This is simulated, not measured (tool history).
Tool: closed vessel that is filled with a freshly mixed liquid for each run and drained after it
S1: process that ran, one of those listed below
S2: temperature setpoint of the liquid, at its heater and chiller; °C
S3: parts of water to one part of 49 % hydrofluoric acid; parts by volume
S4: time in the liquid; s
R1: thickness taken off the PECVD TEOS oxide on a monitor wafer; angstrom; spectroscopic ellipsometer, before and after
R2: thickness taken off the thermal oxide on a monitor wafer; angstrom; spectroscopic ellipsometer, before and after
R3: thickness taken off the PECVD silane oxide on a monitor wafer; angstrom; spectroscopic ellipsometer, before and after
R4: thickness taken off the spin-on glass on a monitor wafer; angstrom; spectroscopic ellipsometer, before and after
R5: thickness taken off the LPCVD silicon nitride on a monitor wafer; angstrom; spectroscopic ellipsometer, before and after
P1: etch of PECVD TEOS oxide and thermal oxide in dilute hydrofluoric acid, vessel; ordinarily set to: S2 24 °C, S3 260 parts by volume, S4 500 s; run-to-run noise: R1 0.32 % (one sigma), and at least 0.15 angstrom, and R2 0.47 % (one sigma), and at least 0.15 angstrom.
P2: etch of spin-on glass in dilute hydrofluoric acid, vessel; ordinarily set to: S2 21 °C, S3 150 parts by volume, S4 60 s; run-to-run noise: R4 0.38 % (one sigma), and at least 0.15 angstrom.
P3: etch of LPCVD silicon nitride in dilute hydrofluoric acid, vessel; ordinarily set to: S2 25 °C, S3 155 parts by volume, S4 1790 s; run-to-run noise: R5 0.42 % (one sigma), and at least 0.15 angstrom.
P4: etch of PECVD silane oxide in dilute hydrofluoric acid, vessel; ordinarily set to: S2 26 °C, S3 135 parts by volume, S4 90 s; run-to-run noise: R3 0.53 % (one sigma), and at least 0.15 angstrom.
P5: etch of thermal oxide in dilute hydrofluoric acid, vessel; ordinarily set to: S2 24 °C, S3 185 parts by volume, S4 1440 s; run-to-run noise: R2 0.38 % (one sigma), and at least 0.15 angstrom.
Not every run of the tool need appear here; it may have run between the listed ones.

| run | hour | S1 | S2 | S3 | S4 | R1 | R2 | R3 | R4 | R5 |
|---|---|---|---|---|---|---|---|---|---|---|
| 1 | 4.2 | P1 | 24 | 260 | 500 | 241.74 | 72.712 |  |  |  |
| 2 | 9 | P4 | 19 | 135 | 90 |  |  | 177.98 |  |  |
| 3 | 12.5 | P5 | 24 | 185 | 1440 |  | 325.01 |  |  |  |
| 4 | 16.2 | P1 | 24 | 260 | 500 | 240.76 | 72.456 |  |  |  |
| 5 | 20.3 | P1 | 30 | 260 | 500 | 297.36 | 88.855 |  |  |  |
| 6 | 24.3 | P1 | 24 | 260 | 500 | 242.04 | 72.361 |  |  |  |
| 7 | 28.3 | P2 | 21 | 150 | 60 |  |  |  | 89.132 |  |
| 8 | 33.4 | P1 | 17 | 260 | 500 | 187.07 | 56.769 |  |  |  |
| 9 | 36.2 | P5 | 24 | 275 | 1440 |  | 201.37 |  |  |  |
| 10 | 39 | P3 | 25 | 260 | 1790 |  |  |  |  | 36.922 |
| 11 | 44 | P3 | 25 | 155 | 2665 |  |  |  |  | 92.049 |
| 12 | 49.5 | P2 | 21 | 240 | 60 |  |  |  | 50.384 |  |
| 13 | 53.4 | P2 | 17 | 150 | 60 |  |  |  | 75.487 |  |
| 14 | 58.5 | P4 | 26 | 135 | 160 |  |  | 418.87 |  |  |
| 15 | 61.1 | P1 | 24 | 260 | 500 | 240.21 | 72.651 |  |  |  |
| 16 | 66.7 | P5 | 24 | 185 | 1440 |  | 329.29 |  |  |  |
| 17 | 72.2 | P1 | 24 | 355 | 500 | 162.15 | 48.848 |  |  |  |
| 18 | 77.1 | P3 | 18.5 | 155 | 1790 |  |  |  |  | 39.933 |
| 19 | 82.6 | P4 | 26 | 230 | 90 |  |  | 122.88 |  |  |
| 20 | 86.9 | P4 | 26 | 135 | 90 |  |  | 233.5 |  |  |
| 21 | 92.1 | P5 | 24 | 185 | 2165 |  | 493 |  |  |  |
| 22 | 95.6 | P1 | 29 | 160 | 500 | 529.14 | 158.06 |  |  |  |
| 23 | 100.9 | P5 | 18 | 185 | 1440 |  | 260.85 |  |  |  |
| 24 | 103.9 | P2 | 21 | 150 | 95 |  |  |  | 141.39 |  |
| 25 | 108.4 | P1 | 24 | 260 | 275 | 132.5 | 39.976 |  |  |  |
| 26 | 110.9 | P1 | 24 | 260 | 500 | 241.32 | 72.653 |  |  |  |
| 27 | 114.1 | P4 | 26 | 135 | 90 |  |  | 234.1 |  |  |
| 28 | 118.3 | P1 | 24 | 115 | 500 | 640.68 | 192.22 |  |  |  |
| 29 | 122.4 | P3 | 25 | 155 | 1790 |  |  |  |  | 61.083 |
| 30 | 127.8 | P2 | 21 | 150 | 60 |  |  |  | 88.797 |  |
| 31 | 132.1 | P1 | 24 | 260 | 960 | 464.32 | 139.22 |  |  |  |
| 32 | 136.7 | P1 | 24 | 260 | 500 | 241.91 | 72.727 |  |  |  |
| 33 | 140.5 | P1 | 24 | 260 | 500 | 238.56 | 70.773 |  |  |  |
| 34 | 146 | P1 | 24 | 260 | 500 | 233.63 | 70.244 |  |  |  |
| 35 | 148.5 | P1 | 24 | 260 | 500 | 232.61 | 69.54 |  |  |  |
| 36 | 153.5 | P1 | 24 | 260 | 500 | 231.85 | 69.331 |  |  |  |
| 37 | 158.3 | P1 | 24 | 260 | 500 | 231.22 | 69.171 |  |  |  |
| 38 | 162.8 | P1 | 24 | 260 | 500 | 230.85 | 69.117 |  |  |  |
| 39 | 167.2 | P1 | 24 | 260 | 500 | 228.87 | 68.687 |  |  |  |
| 40 | 172.6 | P1 | 24 | 260 | 500 | 228.2 | 68.627 |  |  |  |
| 41 | 178.2 | P1 | 24 | 260 | 500 | 229.37 | 68.819 |  |  |  |

P1 no longer gives what it gave before; its output has crept away from where it was. The following 2 causes, each at its listed size, fit the log equally well:
A: liquid colder than its thermometer reads (K) = 1.51
B: hydrofluoric acid flow below the setpoint (%) = 4.17
The gradual shift began around hour 136.7.

Which of the 4 check runs listed below separates the causes, so that each cause would produce a clearly different result? Each run uses one wafer, and its results are marked with question marks.
| check 1 | 183.8 | P2 | 21 | 150 | 60 |  |  |  | ? |  |
| check 2 | 183.8 | P5 | 24 | 185 | 1440 |  | ? |  |  |  |
| check 3 | 183.8 | P4 | 26 | 135 | 90 |  |  | ? |  |  |
| check 4 | 183.8 | P3 | 25 | 155 | 1790 |  |  |  |  | ? |

How each check would come out, cause by cause:
| check | result | if A | if B |
|---|---|---|---|
| check 1 | R4 | 83.398 | 84.27 |
| check 2 | R2 | 310.18 | 311.88 |
| check 3 | R3 | 221.5 | 223.26 |
| check 4 | R5 | 55.892 | 59.035 |
Separation of the two closest causes in each check, using whichever result separates them best: check 1 1.04 %; check 2 0.55 %; check 3 0.79 %; check 4 5.47 %
Check 4 is the one run that separates the causes; every other check would come out nearly the same whichever cause is at work.

Check 4 was then run and gave: R5 58.926 angstrom. Which cause is it?

It was cause B: hydrofluoric acid flow below the setpoint (%).
